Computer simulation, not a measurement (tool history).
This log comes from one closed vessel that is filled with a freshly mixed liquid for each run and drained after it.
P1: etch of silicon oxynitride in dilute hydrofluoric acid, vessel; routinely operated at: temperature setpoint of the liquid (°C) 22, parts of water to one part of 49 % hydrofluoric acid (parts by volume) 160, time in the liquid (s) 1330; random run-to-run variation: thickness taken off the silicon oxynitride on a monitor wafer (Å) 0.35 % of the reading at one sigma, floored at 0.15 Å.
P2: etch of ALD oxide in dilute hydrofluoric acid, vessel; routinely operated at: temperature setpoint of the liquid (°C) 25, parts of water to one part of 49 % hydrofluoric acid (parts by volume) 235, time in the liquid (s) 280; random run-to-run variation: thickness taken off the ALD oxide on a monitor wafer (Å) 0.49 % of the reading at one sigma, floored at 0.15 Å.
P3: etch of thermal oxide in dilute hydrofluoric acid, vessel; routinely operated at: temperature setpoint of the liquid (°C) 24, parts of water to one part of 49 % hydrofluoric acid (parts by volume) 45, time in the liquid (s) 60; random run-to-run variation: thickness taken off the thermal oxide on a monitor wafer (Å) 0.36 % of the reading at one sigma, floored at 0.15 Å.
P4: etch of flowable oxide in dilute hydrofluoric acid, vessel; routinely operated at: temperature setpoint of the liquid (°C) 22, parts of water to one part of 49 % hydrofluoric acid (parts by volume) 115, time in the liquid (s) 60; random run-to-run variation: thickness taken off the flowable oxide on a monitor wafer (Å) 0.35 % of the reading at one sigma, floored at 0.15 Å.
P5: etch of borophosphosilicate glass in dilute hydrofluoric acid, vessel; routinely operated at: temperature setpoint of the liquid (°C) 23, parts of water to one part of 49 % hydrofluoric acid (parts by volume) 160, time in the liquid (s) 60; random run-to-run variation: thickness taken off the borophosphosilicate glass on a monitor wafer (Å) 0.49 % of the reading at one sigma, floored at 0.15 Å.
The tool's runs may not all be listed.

run	day	process that ran	temperature setpoint of the liquid (°C)	parts of water to one part of 49 % hydrofluoric acid (parts by volume)	time in the liquid (s)	thickness taken off the silicon oxynitride on a monitor wafer (Å)	thickness taken off the borophosphosilicate glass on a monitor wafer (Å)	thickness taken off the flowable oxide on a monitor wafer (Å)	thickness taken off the thermal oxide on a monitor wafer (Å)	thickness taken off the ALD oxide on a monitor wafer (Å)
1	0.392	P1	22	160	1330	107.980				
2	0.717	P1	22	160	1330	107.590				
3	1.188	P5	23	160	60		140.100			
4	1.567	P1	17	160	1330	84.910				
5	1.883	P1	22	245	1330	66.599				
6	2.400	P5	23	160	60		139.630			
7	2.767	P4	22	115	60			271.58		
8	3.067	P3	24	45	60				68.152	
9	3.404	P1	17	105	1330	132.840				
10	3.808	P5	17	160	60		109.360			
11	4.067	P1	22	160	1330	107.670				
12	4.346	P2	25	325	280					104.26
13	4.758	P3	24	45	60				67.980	
14	5.162	P1	22	160	1330	108.280				
15	5.421	P3	30	45	60				87.223	
16	5.746	P1	17	160	2150	136.400				
17	6.088	P1	22	100	2600	350.320				
18	6.325	P4	22	35	60			976.23		
19	6.642	P2	25	235	545					307.36
20	6.942	P2	31	235	280					193.35
21	7.329	P1	22	30	1330	631.570				
22	7.783	P1	22	160	300	23.973				
23	8.146	P1	28	160	1330	140.930				
24	8.533	P1	22	160	1330	107.300				
25	8.833	P1	22	160	2420	195.760				
26	9.150	P1	22	160	1330	107.950				
27	9.433	P2	25	235	280					158.29
28	9.692	P4	22	115	60			271.04		
29	10.021	P3	24	70	60				42.449	
30	10.446	P5	23	40	60		643.940			
31	10.804	P4	22	115	30			135.94		
32	11.067	P5	23	160	30		69.298			
33	11.371	P3	24	45	30				34.276	
34	11.817	P4	17	115	60			221.38		
35	12.308	P1	22	160	1330	107.690				
36	12.546	P1	22	160	1330	110.680				
37	13.050	P1	22	160	1330	113.770				
38	13.512	P1	22	160	1330	115.850				
39	13.750	P1	22	160	1330	115.560				
40	14.171	P1	22	160	1330	117.520				
41	14.504	P1	22	160	1330	117.310				
42	14.862	P1	22	160	1330	117.580				
43	15.200	P1	22	160	1330	117.810				
44	15.550	P1	22	160	1330	117.990				

The log shows P1 creeping away from where it was. Any of the 2 causes listed here, at the size stated for it, fits the log just as well as the others:
A: liquid hotter than its thermometer reads (K) = 1.99
B: hydrofluoric acid flow above the setpoint (%) = 8.55
Onset of the creep was near day 12.308.

Question marks stand in for the results of the 4 check runs listed below, each run on one wafer. Under which run would the listed causes show clearly different results?
check 1	15.900	P2	29.5	235	535					?
check 2	15.900	P4	17.0	40	60			?		
check 3	15.900	P5	23.0	80	30		?			
check 4	15.900	P3	27.0	65	60				?	

If the cause were each of the candidates in turn, the checks would give the following:
check	result	if A	if B
check 1	thickness taken off the ALD oxide on a monitor wafer (Å)	376.07	390.33
check 2	thickness taken off the flowable oxide on a monitor wafer (Å)	752.67	751.99
check 3	thickness taken off the borophosphosilicate glass on a monitor wafer (Å)	166.050	167.690
check 4	thickness taken off the thermal oxide on a monitor wafer (Å)	56.210	56.828
Per check, the gap between the least separated pair of causes, taken in the result that splits them most: check 1 3.72 %; check 2 0.09 %; check 3 0.98 %; check 4 1.09 %
Check 1 tells the causes apart: in the others they would give nearly the same result.

The results of check 1 are: thickness taken off the ALD oxide on a monitor wafer (Å) 387.22. Based on these, which of the listed causes is it?

Of the candidate causes, it is B: hydrofluoric acid flow above the setpoint (%).
